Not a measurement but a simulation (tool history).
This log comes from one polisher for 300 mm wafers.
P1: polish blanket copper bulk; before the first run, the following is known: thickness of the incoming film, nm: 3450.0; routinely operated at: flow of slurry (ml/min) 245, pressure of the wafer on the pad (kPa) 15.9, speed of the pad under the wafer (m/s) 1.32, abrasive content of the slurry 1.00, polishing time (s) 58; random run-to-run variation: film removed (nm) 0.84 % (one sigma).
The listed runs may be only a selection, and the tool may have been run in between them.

run	hour	flow of slurry (ml/min)	pressure of the wafer on the pad (kPa)	speed of the pad under the wafer (m/s)	abrasive content of the slurry	polishing time (s)	wafers polished on this pad	hours since the slurry nozzle was cleaned	hours since the head pressure was calibrated	hours since the slurry blender was calibrated	film removed (nm)
1	5.4	245	15.9	1.32	1.00	58	177	104.8	714.3	152.0	649.28
2	10.9	315	20.7	1.32	1.00	58	228	110.3	719.8	157.5	863.26
3	16.7	245	15.9	1.32	1.00	58	280	116.1	725.6	163.3	650.00
4	20.4	245	15.9	1.32	1.00	58	314	119.8	729.3	167.0	643.38
5	23.4	245	11.0	1.32	1.00	58	342	122.8	732.3	170.0	452.74
6	29.3	145	15.9	1.32	1.00	58	395	128.7	738.2	175.9	602.10
7	34.6	245	23.4	1.32	1.00	58	444	134.0	743.5	181.2	963.84
8	37.9	245	15.9	0.62	1.00	58	474	137.3	746.8	184.5	306.78
9	43.8	245	15.9	2.02	1.00	58	528	143.2	752.7	190.4	1012.40
10	47.2	245	15.9	1.32	1.00	39	559	146.6	756.1	193.8	440.55
# hour 50.7: slurry nozzle cleaned
11	52.1	245	15.9	1.32	1.00	58	604	1.5	761.0	198.7	635.82
12	57.7	245	15.9	1.32	1.00	58	655	7.1	766.6	204.3	654.85
13	63.2	245	15.9	1.32	1.00	58	705	12.6	772.1	209.8	660.54
14	66.7	245	15.9	1.32	1.00	89	737	16.1	775.6	213.3	990.10
15	71.6	245	15.9	1.32	0.60	58	782	21.0	780.5	218.2	586.69
16	77.2	340	15.9	1.32	1.00	58	833	26.6	786.1	223.8	661.59
# hour 77.8: head pressure recalibrated
17	81.1	245	15.9	1.32	1.00	58	868	30.5	3.4	227.7	651.76
18	87.5	245	15.9	1.32	1.45	58	927	36.9	9.8	234.1	708.31
19	90.7	245	11.0	1.32	0.65	58	956	40.1	13.0	237.3	417.65
20	96.1	145	8.3	1.32	1.00	58	1005	45.5	18.4	242.7	314.21
21	101.9	245	15.9	1.32	1.00	58	1058	51.3	24.2	248.5	657.04
22	106.0	245	15.9	1.32	1.00	58	1096	55.4	28.3	252.6	638.33
23	110.1	245	15.9	1.32	1.00	58	1133	59.5	32.4	256.7	633.17
24	116.3	245	15.9	1.32	1.00	58	1190	65.7	38.6	262.9	620.11
# hour 119.3: worn pad replaced by a new one
25	120.7	245	15.9	1.32	1.00	58	12	70.1	43.0	267.3	620.34
# hour 123.6: slurry blender recalibrated
26	124.7	245	15.9	1.32	1.00	58	49	74.1	47.0	1.2	617.71
27	127.9	245	15.9	1.32	1.00	58	78	77.3	50.2	4.4	623.15

Predict the results of run 28:
28	132.0	245	15.9	1.32	1.00	58	116	81.4	54.3	8.5	?

Run 28 yielded film removed (nm) 608.60.

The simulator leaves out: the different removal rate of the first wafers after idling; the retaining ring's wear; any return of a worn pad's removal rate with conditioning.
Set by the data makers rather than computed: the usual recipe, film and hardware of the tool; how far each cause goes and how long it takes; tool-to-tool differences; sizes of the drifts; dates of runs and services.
